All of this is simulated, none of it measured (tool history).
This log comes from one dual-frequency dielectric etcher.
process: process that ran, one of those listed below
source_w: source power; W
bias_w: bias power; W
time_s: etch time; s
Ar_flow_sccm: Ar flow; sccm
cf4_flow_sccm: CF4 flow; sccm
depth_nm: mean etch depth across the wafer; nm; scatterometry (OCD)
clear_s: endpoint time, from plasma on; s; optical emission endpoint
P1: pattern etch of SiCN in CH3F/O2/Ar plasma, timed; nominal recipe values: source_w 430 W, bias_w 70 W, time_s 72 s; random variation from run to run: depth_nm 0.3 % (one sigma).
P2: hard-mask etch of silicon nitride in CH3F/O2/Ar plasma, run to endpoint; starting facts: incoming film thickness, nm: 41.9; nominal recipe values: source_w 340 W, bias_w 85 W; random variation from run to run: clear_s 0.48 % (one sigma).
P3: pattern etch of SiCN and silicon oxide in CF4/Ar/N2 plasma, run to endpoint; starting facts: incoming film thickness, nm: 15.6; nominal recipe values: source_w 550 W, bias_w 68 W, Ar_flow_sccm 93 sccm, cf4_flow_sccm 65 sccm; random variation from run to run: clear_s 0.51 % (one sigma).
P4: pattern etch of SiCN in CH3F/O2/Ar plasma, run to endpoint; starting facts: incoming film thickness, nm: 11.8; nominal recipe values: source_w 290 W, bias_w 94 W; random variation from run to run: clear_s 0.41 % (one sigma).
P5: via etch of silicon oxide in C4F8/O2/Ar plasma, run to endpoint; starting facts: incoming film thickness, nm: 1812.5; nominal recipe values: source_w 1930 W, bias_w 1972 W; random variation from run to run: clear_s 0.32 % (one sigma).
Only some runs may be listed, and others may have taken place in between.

| run | hour | process | source_w | bias_w | time_s | Ar_flow_sccm | cf4_flow_sccm | hours since the last wet clean | hours since the last source power generator calibration | hours since the last bias power generator calibration | depth_nm | clear_s |
|---|---|---|---|---|---|---|---|---|---|---|---|---|
| 1 | 17.1 | P1 | 430 | 70 | 72 |  |  | 87 | 1093 | 1140.1 | 27.456 |  |
| 2 | 25 | P1 | 430 | 70 | 45.5 |  |  | 94.9 | 1100.9 | 1148 | 17.253 |  |
| 3 | 34.1 | P1 | 430 | 49 | 40 |  |  | 104 | 1110 | 1157.1 | 13.576 |  |
| 4 | 51.5 | P1 | 430 | 70 | 95 |  |  | 121.4 | 1127.4 | 1174.5 | 36.168 |  |
| 5 | 62.9 | P5 | 1930 | 1972 |  |  |  | 132.8 | 1138.8 | 1185.9 |  | 372.48 |
| 6 | 72.7 | P2 | 470 | 85 |  |  |  | 142.6 | 1148.6 | 1195.7 |  | 55.269 |
| 7 | 90.4 | P4 | 290 | 94 |  |  |  | 160.3 | 1166.3 | 1213.4 |  | 32.287 |
| 8 | 107.9 | P2 | 340 | 85 |  |  |  | 177.8 | 1183.8 | 1230.9 |  | 62.515 |
| 9 | 124.3 | P4 | 290 | 71 |  |  |  | 194.2 | 1200.2 | 1247.3 |  | 35.971 |
| 10 | 132.1 | P1 | 430 | 70 | 72 |  |  | 202 | 1208 | 1255.1 | 27.303 |  |
| 11 | 145.2 | P1 | 430 | 70 | 72 |  |  | 215.1 | 1221.1 | 1268.2 | 27.282 |  |
| 12 | 162.7 | P1 | 430 | 70 | 72 |  |  | 232.6 | 1238.6 | 1285.7 | 27.456 |  |
| 13 | 174.9 | P1 | 280 | 70 | 87.5 |  |  | 244.8 | 1250.8 | 1297.9 | 28.263 |  |
| 14 | 183.9 | P3 | 550 | 68 |  | 93 | 65 | 253.8 | 1259.8 | 1306.9 |  | 15.514 |
| 15 | 195.6 | P5 | 1930 | 1474 |  |  |  | 265.5 | 1271.5 | 1318.6 |  | 404.6 |
| 16 | 203.2 | P1 | 430 | 70 | 72 |  |  | 273.1 | 1279.1 | 1326.2 | 27.173 |  |
| 17 | 211.1 | P1 | 430 | 70 | 72 |  |  | 281 | 1287 | 1334.1 | 27.253 |  |
| 18 | 221.2 | P2 | 340 | 112 |  |  |  | 291.1 | 1297.1 | 1344.2 |  | 56.156 |
| 19 | 231.3 | P1 | 430 | 50 | 72 |  |  | 301.2 | 1307.2 | 1354.3 | 24.502 |  |
| 20 | 243.7 | P4 | 290 | 94 |  |  |  | 313.6 | 1319.6 | 1366.7 |  | 32.093 |
| 21 | 256.1 | P1 | 600 | 70 | 72 |  |  | 326 | 1332 | 1379.1 | 31.124 |  |
| 22 | 264.3 | P3 | 550 | 68 |  | 110 | 65 | 334.2 | 1340.2 | 1387.3 |  | 15.941 |
| 23 | 272.7 | P1 | 570 | 57 | 72 |  |  | 342.6 | 1348.6 | 1395.7 | 28.303 |  |
| 24 | 284.6 | P5 | 2620 | 1972 |  |  |  | 354.5 | 1360.5 | 1407.6 |  | 331.34 |
| 25 | 298.8 | P3 | 550 | 40 |  | 93 | 65 | 368.7 | 1374.7 | 1421.8 |  | 18.449 |
| 26 | 306.7 | P3 | 550 | 68 |  | 93 | 38 | 376.6 | 1382.6 | 1429.7 |  | 17.023 |
| 27 | 321.9 | P4 | 230 | 94 |  |  |  | 391.8 | 1397.8 | 1444.9 |  | 35.105 |
| 28 | 331 | P1 | 430 | 70 | 72 |  |  | 400.9 | 1406.9 | 1454 | 27.251 |  |
| 29 | 344.7 | P5 | 1930 | 1972 |  |  |  | 414.6 | 1420.6 | 1467.7 |  | 373.21 |
| 30 | 360.8 | P3 | 710 | 68 |  | 93 | 65 | 430.7 | 1436.7 | 1483.8 |  | 12.446 |
| 31 | 368.9 | P1 | 430 | 87 | 72 |  |  | 438.8 | 1444.8 | 1491.9 | 29.641 |  |
| 32 | 378.7 | P1 | 290 | 70 | 72 |  |  | 448.6 | 1454.6 | 1501.7 | 23.632 |  |
| 33 | 393.8 | P2 | 340 | 85 |  |  |  | 463.7 | 1469.7 | 1516.8 |  | 61.538 |
| 34 | 408.6 | P1 | 430 | 70 | 72 |  |  | 478.5 | 1484.5 | 1531.6 | 27.4 |  |
| 35 | 424.2 | P1 | 430 | 70 | 72 |  |  | 494.1 | 1500.1 | 1547.2 | 27.105 |  |
| 36 | 436.7 | P1 | 430 | 70 | 72 |  |  | 506.6 | 1512.6 | 1559.7 | 27.01 |  |
|  | 449.9 | wet clean of the chamber |
| 37 | 450.6 | P1 | 430 | 70 | 72 |  |  | 0.7 | 1526.5 | 1573.6 | 26.879 |  |
| 38 | 459.7 | P1 | 430 | 70 | 72 |  |  | 9.8 | 1535.6 | 1582.7 | 26.989 |  |
| 39 | 471.9 | P1 | 430 | 70 | 72 |  |  | 22 | 1547.8 | 1594.9 | 26.947 |  |
| 40 | 488.2 | P1 | 430 | 70 | 72 |  |  | 38.3 | 1564.1 | 1611.2 | 26.943 |  |
| 41 | 497 | P1 | 430 | 70 | 72 |  |  | 47.1 | 1572.9 | 1620 | 27.012 |  |

P1 no longer gives what it gave before; its output has crept away from where it was. The following 2 causes, each at its listed size, fit the log equally well:
A: source power that arrives under what is set, % = 3.86
B: bias power that arrives under what is set, % = 4.18
The drift started at roughly hour 408.6.
All other causes, with the reason each is excluded:
chamber walls in a state that lowers the etch rate, %: serviced at hour 449.9, after the change had begun; the process did not return to its earlier output

Each of the check runs listed below is run on 3 wafers and reports their average, with the results left as question marks. Pick the one under which the possible causes would lead to clearly different results.
| check 1 | 505.8 | P4 | 290 | 71 |  |  |  |  |  |  |  | ? |
| check 2 | 505.8 | P2 | 450 | 85 |  |  |  |  |  |  |  | ? |
| check 3 | 505.8 | P5 | 2460 | 1658 |  |  |  |  |  |  |  | ? |
| check 4 | 505.8 | P3 | 690 | 49 |  | 93 | 65 |  |  |  |  | ? |

Outcome of each check run for each possible cause:
| check | result | if A | if B |
|---|---|---|---|
| check 1 | clear_s | 36.265 | 36.289 |
| check 2 | clear_s | 56.916 | 56.926 |
| check 3 | clear_s | 361.31 | 359.68 |
| check 4 | clear_s | 14.625 | 14.297 |
Per check, the gap between the least separated pair of causes, taken in the result that splits them most: check 1 0.06 %; check 2 0.02 %; check 3 0.45 %; check 4 2.27 %
The other checks would show nearly matching results whichever cause is true, so check 4 is the only one that separates the causes.

Check 4 was then run and gave: clear_s 14.668 s. Which cause is it?

A is the cause: source power that arrives under what is set, %.

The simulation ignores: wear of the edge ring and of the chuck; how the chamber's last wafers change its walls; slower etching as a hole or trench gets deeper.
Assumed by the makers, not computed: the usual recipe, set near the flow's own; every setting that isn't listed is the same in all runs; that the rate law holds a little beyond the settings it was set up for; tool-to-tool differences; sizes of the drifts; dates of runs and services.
